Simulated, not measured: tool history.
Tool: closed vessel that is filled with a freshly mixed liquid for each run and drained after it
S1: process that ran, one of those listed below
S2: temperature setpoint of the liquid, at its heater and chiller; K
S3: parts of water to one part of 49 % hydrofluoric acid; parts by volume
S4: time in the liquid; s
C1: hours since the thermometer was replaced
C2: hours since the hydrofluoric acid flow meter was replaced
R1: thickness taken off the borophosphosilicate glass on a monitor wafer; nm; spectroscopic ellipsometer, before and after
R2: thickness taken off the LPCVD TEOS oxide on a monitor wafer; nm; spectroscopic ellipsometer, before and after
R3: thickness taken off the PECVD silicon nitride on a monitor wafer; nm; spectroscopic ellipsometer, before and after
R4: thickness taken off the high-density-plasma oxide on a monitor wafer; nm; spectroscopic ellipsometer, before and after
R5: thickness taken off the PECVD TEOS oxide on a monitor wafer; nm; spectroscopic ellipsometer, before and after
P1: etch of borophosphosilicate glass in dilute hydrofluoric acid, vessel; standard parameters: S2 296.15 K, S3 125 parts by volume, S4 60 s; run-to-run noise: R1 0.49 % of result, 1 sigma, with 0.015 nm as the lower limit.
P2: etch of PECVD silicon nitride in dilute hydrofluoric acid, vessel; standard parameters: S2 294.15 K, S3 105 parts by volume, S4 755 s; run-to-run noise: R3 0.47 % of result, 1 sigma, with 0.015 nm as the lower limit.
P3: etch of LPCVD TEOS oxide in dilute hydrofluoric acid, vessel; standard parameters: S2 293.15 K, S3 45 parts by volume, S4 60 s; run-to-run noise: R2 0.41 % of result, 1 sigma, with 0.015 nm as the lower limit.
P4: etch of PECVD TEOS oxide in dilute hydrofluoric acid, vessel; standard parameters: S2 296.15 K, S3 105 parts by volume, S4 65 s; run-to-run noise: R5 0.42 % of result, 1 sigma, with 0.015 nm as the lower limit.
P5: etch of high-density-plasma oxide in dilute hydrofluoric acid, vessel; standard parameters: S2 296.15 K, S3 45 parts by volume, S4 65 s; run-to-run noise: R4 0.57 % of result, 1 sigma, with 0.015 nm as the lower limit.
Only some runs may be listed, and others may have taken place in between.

{"run": 1, "hour": 12.4, "S1": "P1", "S2": 296.15, "S3": 125, "S4": 60, "C1": 1195.3, "C2": 1626.5, "R1": 17.262}
{"run": 2, "hour": 28.7, "S1": "P3", "S2": 293.15, "S3": 45, "S4": 30, "C1": 1211.6, "C2": 1642.8, "R2": 20.881}
{"run": 3, "hour": 41.8, "S1": "P2", "S2": 294.15, "S3": 150, "S4": 755, "C1": 1224.7, "C2": 1655.9, "R3": 13.359}
{"run": 4, "hour": 49.4, "S1": "P1", "S2": 296.15, "S3": 125, "S4": 60, "C1": 1232.3, "C2": 1663.5, "R1": 17.339}
{"run": 5, "hour": 61.0, "S1": "P5", "S2": 296.15, "S3": 75, "S4": 65, "C1": 1243.9, "C2": 1675.1, "R4": 5.7077}
{"run": 6, "hour": 71.0, "S1": "P1", "S2": 296.15, "S3": 45, "S4": 60, "C1": 1253.9, "C2": 1685.1, "R1": 53.349}
{"run": 7, "hour": 81.3, "S1": "P4", "S2": 296.15, "S3": 160, "S4": 65, "C1": 1264.2, "C2": 1695.4, "R5": 4.7826}
{"run": 8, "hour": 89.3, "S1": "P1", "S2": 296.15, "S3": 125, "S4": 60, "C1": 1272.2, "C2": 1703.4, "R1": 17.509}
{"run": 9, "hour": 101.4, "S1": "P2", "S2": 294.15, "S3": 105, "S4": 755, "C1": 1284.3, "C2": 1715.5, "R3": 18.9}
{"run": 10, "hour": 114.6, "S1": "P1", "S2": 296.15, "S3": 125, "S4": 35, "C1": 1297.5, "C2": 1728.7, "R1": 10.226}
{"run": 11, "hour": 123.2, "S1": "P1", "S2": 296.15, "S3": 220, "S4": 60, "C1": 1306.1, "C2": 1737.3, "R1": 8.9103}
{"run": 12, "hour": 137.7, "S1": "P1", "S2": 300.65, "S3": 125, "S4": 30, "C1": 1320.6, "C2": 1751.8, "R1": 10.472}
{"run": 13, "hour": 154.0, "S1": "P1", "S2": 296.15, "S3": 125, "S4": 60, "C1": 1336.9, "C2": 1768.1, "R1": 17.302}
{"run": 14, "hour": 163.1, "S1": "P1", "S2": 296.15, "S3": 125, "S4": 115, "C1": 1346, "C2": 1777.2, "R1": 33.415}
{"run": 15, "hour": 172.3, "S1": "P1", "S2": 296.15, "S3": 125, "S4": 60, "C1": 1355.2, "C2": 1786.4, "R1": 17.51}
{"run": 16, "hour": 181.9, "S1": "P3", "S2": 300.15, "S3": 45, "S4": 60, "C1": 1364.8, "C2": 1796, "R2": 56.147}
{"run": 17, "hour": 191.9, "S1": "P1", "S2": 303.15, "S3": 125, "S4": 30, "C1": 1374.8, "C2": 1806, "R1": 11.331}
{"run": 18, "hour": 204.2, "S1": "P4", "S2": 290.15, "S3": 105, "S4": 65, "C1": 1387.1, "C2": 1818.3, "R5": 6.0528}
{"run": 19, "hour": 214.1, "S1": "P1", "S2": 296.15, "S3": 125, "S4": 60, "C1": 1397, "C2": 1828.2, "R1": 17.395}
{"run": 20, "hour": 229.2, "S1": "P1", "S2": 301.65, "S3": 125, "S4": 60, "C1": 1412.1, "C2": 1843.3, "R1": 21.527}
{"run": 21, "hour": 240.3, "S1": "P2", "S2": 299.65, "S3": 105, "S4": 755, "C1": 1423.2, "C2": 1854.4, "R3": 27.433}
{"run": 22, "hour": 250.8, "S1": "P3", "S2": 293.15, "S3": 45, "S4": 60, "C1": 1433.7, "C2": 1864.9, "R2": 41.79}
{"run": 23, "hour": 263.6, "S1": "P5", "S2": 296.15, "S3": 45, "S4": 65, "C1": 1446.5, "C2": 1877.7, "R4": 9.8376}
{"run": 24, "hour": 275.8, "S1": "P5", "S2": 292.15, "S3": 45, "S4": 65, "C1": 1458.7, "C2": 1889.9, "R4": 8.199}
{"run": 25, "hour": 287.9, "S1": "P2", "S2": 294.15, "S3": 105, "S4": 1445, "C1": 1470.8, "C2": 1902, "R3": 36.292}
{"hour": 292.6, "done": "thermometer replaced"}
{"run": 26, "hour": 303.1, "S1": "P1", "S2": 296.15, "S3": 125, "S4": 60, "C1": 10.6, "C2": 1917.2, "R1": 17.397}
{"run": 27, "hour": 318.0, "S1": "P4", "S2": 296.15, "S3": 105, "S4": 100, "C1": 25.5, "C2": 1932.1, "R5": 11.941}
{"run": 28, "hour": 333.9, "S1": "P5", "S2": 296.15, "S3": 45, "S4": 30, "C1": 41.4, "C2": 1948, "R4": 4.5166}
{"run": 29, "hour": 341.2, "S1": "P4", "S2": 296.15, "S3": 105, "S4": 65, "C1": 48.7, "C2": 1955.3, "R5": 7.7758}
{"run": 30, "hour": 350.8, "S1": "P1", "S2": 292.65, "S3": 125, "S4": 60, "C1": 58.3, "C2": 1964.9, "R1": 15.143}
{"run": 31, "hour": 359.6, "S1": "P3", "S2": 293.15, "S3": 25, "S4": 60, "C1": 67.1, "C2": 1973.7, "R2": 77.425}
{"run": 32, "hour": 370.3, "S1": "P1", "S2": 296.15, "S3": 125, "S4": 60, "C1": 77.8, "C2": 1984.4, "R1": 17.482}
{"run": 33, "hour": 384.3, "S1": "P1", "S2": 296.15, "S3": 125, "S4": 60, "C1": 91.8, "C2": 1998.4, "R1": 17.974}
{"run": 34, "hour": 393.8, "S1": "P1", "S2": 296.15, "S3": 125, "S4": 60, "C1": 101.3, "C2": 2007.9, "R1": 18.332}
{"run": 35, "hour": 407.6, "S1": "P1", "S2": 296.15, "S3": 125, "S4": 60, "C1": 115.1, "C2": 2021.7, "R1": 18.273}
{"run": 36, "hour": 416.8, "S1": "P1", "S2": 296.15, "S3": 125, "S4": 60, "C1": 124.3, "C2": 2030.9, "R1": 18.471}
{"run": 37, "hour": 424.5, "S1": "P1", "S2": 296.15, "S3": 125, "S4": 60, "C1": 132, "C2": 2038.6, "R1": 18.651}
{"run": 38, "hour": 433.7, "S1": "P1", "S2": 296.15, "S3": 125, "S4": 60, "C1": 141.2, "C2": 2047.8, "R1": 18.758}
{"run": 39, "hour": 440.9, "S1": "P1", "S2": 296.15, "S3": 125, "S4": 60, "C1": 148.4, "C2": 2055, "R1": 18.754}
{"run": 40, "hour": 452.3, "S1": "P1", "S2": 296.15, "S3": 125, "S4": 60, "C1": 159.8, "C2": 2066.4, "R1": 18.771}
{"run": 41, "hour": 461.6, "S1": "P1", "S2": 296.15, "S3": 125, "S4": 60, "C1": 169.1, "C2": 2075.7, "R1": 18.648}
{"run": 42, "hour": 471.5, "S1": "P1", "S2": 296.15, "S3": 125, "S4": 60, "C1": 179, "C2": 2085.6, "R1": 18.762}

The log shows P1 creeping away from where it was. Any of the 2 causes listed here, at the size stated for it, fits the log just as well as the others:
A: liquid hotter than its thermometer reads (K) = 1.87
B: hydrofluoric acid flow above the setpoint (%) = 6.59
At approximately hour 370.3, the process output began to creep.

Question marks stand in for the results of the 4 check runs listed below, each run on one wafer. Under which run would the listed causes show clearly different results?
{"run": "check 1", "hour": 481.4, "S1": "P2", "S2": 294.15, "S3": 105, "S4": 1175, "R3": "?"}
{"run": "check 2", "hour": 481.4, "S1": "P5", "S2": 296.15, "S3": 75, "S4": 65, "R4": "?"}
{"run": "check 3", "hour": 481.4, "S1": "P4", "S2": 290.65, "S3": 105, "S4": 65, "R5": "?"}
{"run": "check 4", "hour": 481.4, "S1": "P3", "S2": 298.15, "S3": 45, "S4": 60, "R2": "?"}

How each check would come out, cause by cause:
check=check_1 result=R3 if_A=33.445 if_B=31.415
check=check_2 result=R4 if_A=6.1189 if_B=6.0832
check=check_3 result=R5 if_A=6.6839 if_B=6.637
check=check_4 result=R2 if_A=55.62 if_B=55.147
How far apart the two closest causes lie, in the result that separates them most: check 1 6.26 %; check 2 0.58 %; check 3 0.7 %; check 4 0.85 %
Check 1 is the one run that separates the causes; every other check would come out nearly the same whichever cause is at work.

Check 1 was then run and gave: R3 33.488 nm. Which cause is it?

The correct cause is A, namely: liquid hotter than its thermometer reads (K).

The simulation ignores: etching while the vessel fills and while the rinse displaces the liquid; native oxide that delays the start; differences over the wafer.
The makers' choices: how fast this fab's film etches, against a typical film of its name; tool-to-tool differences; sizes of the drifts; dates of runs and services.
